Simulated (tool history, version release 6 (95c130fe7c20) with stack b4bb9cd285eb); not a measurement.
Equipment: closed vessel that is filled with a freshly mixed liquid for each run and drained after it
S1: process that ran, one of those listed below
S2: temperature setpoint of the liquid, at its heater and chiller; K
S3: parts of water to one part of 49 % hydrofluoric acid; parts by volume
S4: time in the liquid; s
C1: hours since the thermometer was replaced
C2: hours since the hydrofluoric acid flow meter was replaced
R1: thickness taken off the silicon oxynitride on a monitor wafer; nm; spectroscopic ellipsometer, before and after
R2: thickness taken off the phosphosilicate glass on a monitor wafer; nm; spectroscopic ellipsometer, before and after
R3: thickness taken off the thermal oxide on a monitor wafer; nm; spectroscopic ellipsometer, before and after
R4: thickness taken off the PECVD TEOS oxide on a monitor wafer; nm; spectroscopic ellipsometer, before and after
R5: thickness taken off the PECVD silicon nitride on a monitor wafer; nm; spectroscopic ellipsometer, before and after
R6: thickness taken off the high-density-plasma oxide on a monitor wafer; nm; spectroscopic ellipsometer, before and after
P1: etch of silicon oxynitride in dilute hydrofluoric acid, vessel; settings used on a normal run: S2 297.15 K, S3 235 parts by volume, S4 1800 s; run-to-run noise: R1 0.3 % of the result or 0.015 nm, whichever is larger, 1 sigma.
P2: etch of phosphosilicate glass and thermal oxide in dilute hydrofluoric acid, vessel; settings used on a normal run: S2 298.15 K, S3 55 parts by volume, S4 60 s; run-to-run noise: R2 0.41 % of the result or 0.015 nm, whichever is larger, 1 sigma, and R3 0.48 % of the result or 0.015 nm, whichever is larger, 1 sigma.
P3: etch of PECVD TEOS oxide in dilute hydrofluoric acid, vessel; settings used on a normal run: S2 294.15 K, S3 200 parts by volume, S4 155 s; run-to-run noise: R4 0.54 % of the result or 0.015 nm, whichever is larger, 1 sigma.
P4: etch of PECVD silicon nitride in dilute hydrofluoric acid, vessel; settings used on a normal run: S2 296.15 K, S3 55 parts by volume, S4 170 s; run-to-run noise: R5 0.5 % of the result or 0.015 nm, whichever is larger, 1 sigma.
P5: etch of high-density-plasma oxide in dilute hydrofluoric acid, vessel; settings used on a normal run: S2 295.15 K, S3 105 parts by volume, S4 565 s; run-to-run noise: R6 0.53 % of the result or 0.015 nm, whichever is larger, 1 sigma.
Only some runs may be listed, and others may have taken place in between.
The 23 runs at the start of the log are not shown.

run	hour	S1	S2	S3	S4	C1	C2	R1	R2	R3	R4	R5	R6
24	256.2	P2	298.15	35	60	1584.2	619.3		210.76	8.9517			
25	270.6	P3	294.15	200	285	1598.6	633.7				11.1460		
26	282.8	P3	294.15	200	155	1610.8	645.9				6.0457		
27	293.4	P5	295.15	105	920	1621.4	656.5						41.180
28	305.1	P5	302.65	105	565	1633.1	668.2						34.126
29	315.5	P3	294.15	90	155	1643.5	678.6				15.0750		
30	325.3	P4	296.15	55	170	1653.3	688.4					10.6370	
31	336.0	P5	295.15	105	565	1664.0	699.1						25.067
32	347.1	P2	298.15	55	60	1675.1	710.2		129.57	5.6024			
33	355.8	P1	304.65	235	945	1683.8	718.9	7.33360					
34	366.6	P1	297.15	235	1800	1694.6	729.7	10.20800					
35	379.5	P1	297.15	235	1800	1707.5	742.6	9.82110					
36	386.8	P1	297.15	235	1800	1714.8	749.9	9.63420					
37	395.8	P1	297.15	235	1800	1723.8	758.9	9.51260					

Run 38 has not been measured yet. What should we expect?
38	407.0	P1	297.15	235	1800	1735.0	770.1	?					

Run 38 produced R1 9.38880 nm.
